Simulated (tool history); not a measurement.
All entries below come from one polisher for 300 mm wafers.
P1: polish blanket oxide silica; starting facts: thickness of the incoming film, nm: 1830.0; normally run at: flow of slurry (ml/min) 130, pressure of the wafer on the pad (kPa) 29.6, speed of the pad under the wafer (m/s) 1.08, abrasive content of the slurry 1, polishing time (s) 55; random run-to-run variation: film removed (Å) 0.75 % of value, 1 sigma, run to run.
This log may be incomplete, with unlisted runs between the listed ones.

run     day  flow of slurry (ml/min)  pressure of the wafer on the pad (kPa)  speed of the pad under the wafer (m/s)  abrasive content of the slurry  polishing time (s)  wafers polished on this pad  hours since the slurry nozzle was cleaned  hours since the head pressure was calibrated  hours since the slurry blender was calibrated  hours since the conditioning disc was replaced  film removed (Å)
  1   0.388                      130                                    29.6                                    1.08                               1                  55                          859                                      122.6                                         546.1                                          333.4                                            38.9            1481.8
  2   0.929                       80                                    29.6                                    1.08                               1                  29                         1000                                      135.6                                         559.1                                          346.4                                            51.9            692.62
  3   1.421                      130                                    29.6                                    1.08                               1                  78                         1128                                      147.4                                         570.9                                          358.2                                            63.7            2115.5
  4   1.808                      130                                    13.8                                    1.08                               1                  55                         1229                                      156.7                                         580.2                                          367.5                                              73            690.51
  5     2.1                      130                                    39.3                                    1.08                               1                  55                         1305                                      163.7                                         587.2                                          374.5                                              80            1960.6
  6   2.538                      130                                    29.6                                    1.08                            0.55                  55                         1418                                      174.2                                         597.7                                            385                                            90.5            1083.6
  7   2.992                      130                                    29.6                                    1.08                               1                  28                         1537                                      185.1                                         608.6                                          395.9                                           101.4             754.9
  8   3.383                      195                                    29.6                                    1.08                               1                  55                         1639                                      194.5                                           618                                          405.3                                           110.8            1603.6
      3.592  -- conditioning disc replaced and pad reconditioned
  9   3.792                      130                                    29.6                                    1.08                               1                  55                         1745                                      204.3                                         627.8                                          415.1                                             4.8            1485.5
 10   4.046                      130                                    29.6                                    1.08                            1.45                  55                         1811                                      210.4                                         633.9                                          421.2                                            10.9            1724.7
 11   4.317                      130                                    29.6                                    1.64                               1                  55                         1881                                      216.9                                         640.4                                          427.7                                            17.4            2074.8
 12   4.821                      130                                    29.6                                    0.48                               1                  55                         2013                                        229                                         652.5                                          439.8                                            29.5               781
 13   5.088                      130                                    29.6                                    1.08                               1                  55                         2082                                      235.4                                         658.9                                          446.2                                            35.9            1478.5
      5.446  -- slurry nozzle cleaned
 14   5.596                      130                                    29.6                                    1.08                               1                  55                         2214                                        3.7                                         671.1                                          458.4                                            48.1            1472.3
 15   5.912                      130                                    29.6                                    1.08                               1                  55                         2297                                       11.3                                         678.7                                            466                                            55.7            1484.8
 16   6.412                       80                                    29.6                                    1.08                               1                  55                         2427                                       23.3                                         690.7                                            478                                            67.7            1331.7
 17   6.904                      130                                    29.6                                    1.08                               1                  55                         2555                                       35.1                                         702.5                                          489.8                                            79.5            1473.5
 18   7.317                      130                                    29.6                                    1.08                               1                  55                         2662                                         45                                         712.4                                          499.7                                            89.4            1427.6
 19   7.833                      130                                    29.6                                    1.08                               1                  55                         2797                                       57.4                                         724.8                                          512.1                                           101.8              1395
 20   8.171                      130                                    29.6                                    1.08                               1                  55                         2885                                       65.5                                         732.9                                          520.2                                           109.9            1347.4
      8.588  -- conditioning disc replaced and pad reconditioned
 21   8.675                      130                                    29.6                                    1.08                               1                  55                         3016                                       77.6                                           745                                          532.3                                             2.1            1358.6
 22   8.992                      130                                    29.6                                    1.08                               1                  55                         3098                                       85.2                                         752.6                                          539.9                                             9.7            1342.6
       9.15  -- slurry nozzle cleaned
      9.283  -- head pressure recalibrated
 23   9.358                      130                                    29.6                                    1.08                               1                  55                         3194                                          5                                           1.8                                          548.7                                            18.5            1329.4
 24   9.604                      130                                    29.6                                    1.08                               1                  55                         3258                                       10.9                                           7.7                                          554.6                                            24.4            1328.4
 25  10.138                      130                                    29.6                                    1.08                               1                  55                         3396                                       23.7                                          20.5                                          567.4                                            37.2            1327.6
 26  10.571                      130                                    29.6                                    1.08                               1                  55                         3509                                       34.1                                          30.9                                          577.8                                            47.6            1324.8
 27  10.954                      130                                    29.6                                    1.08                               1                  55                         3609                                       43.3                                          40.1                                            587                                            56.8            1315.1
 28  11.208                      130                                    29.6                                    1.08                               1                  55                         3675                                       49.4                                          46.2                                          593.1                                            62.9            1302.7

Something has made what P1 gives creep away from where it was; the 2 causes below, each at its own stated size, fit the log equally well:
A: removal rate lost through wear of the pad, % = 10.8
B: abrasive missing from the slurry, % = 21
The process output started creeping at around day 6.904.
Ruled out, with reasons:
slurry flow missing at the pad, %: maintenance at day 9.15, after the shift began, did not return the process to its former output
head's pressure below its setpoint, %: maintenance at day 9.283, after the shift began, did not return the process to its former output
time polished since the conditioner stopped cutting, s: maintenance at day 8.588, after the shift began, did not return the process to its former output

Which of the check runs below tells the causes apart, meaning the causes would give it clearly different results? Each run uses 5 wafers whose results are averaged, and each result is shown as a question mark.
check 1  11.462                      175                                    29.6                                    1.08                               1                  77                                                                                                                                                                                                                                      ?
check 2  11.462                      130                                    29.6                                    0.52                               1                  55                                                                                                                                                                                                                                      ?
check 3  11.462                      130                                    29.6                                    1.08                            0.65                  67                                                                                                                                                                                                                                      ?
check 4  11.462                      180                                    16.5                                    1.08                               1                  55                                                                                                                                                                                                                                      ?

Outcome of each check run for each possible cause:
  check            result    if A    if B
check 1  film removed (Å)  1942.4  1942.8
check 2  film removed (Å)   734.7  734.87
check 3  film removed (Å)  1290.3  1258.5
check 4  film removed (Å)  777.58  777.76
Separation of the two closest causes in each check, using whichever result separates them best: check 1 0.02 %; check 2 0.02 %; check 3 2.49 %; check 4 0.02 %
Of the check runs offered, only check 3 discriminates between the causes; the rest would read about the same regardless of which cause applies.

The results of check 3 are: film removed (Å) 1292.4. Based on these, which of the listed causes is it?

A is the cause: removal rate lost through wear of the pad, %.

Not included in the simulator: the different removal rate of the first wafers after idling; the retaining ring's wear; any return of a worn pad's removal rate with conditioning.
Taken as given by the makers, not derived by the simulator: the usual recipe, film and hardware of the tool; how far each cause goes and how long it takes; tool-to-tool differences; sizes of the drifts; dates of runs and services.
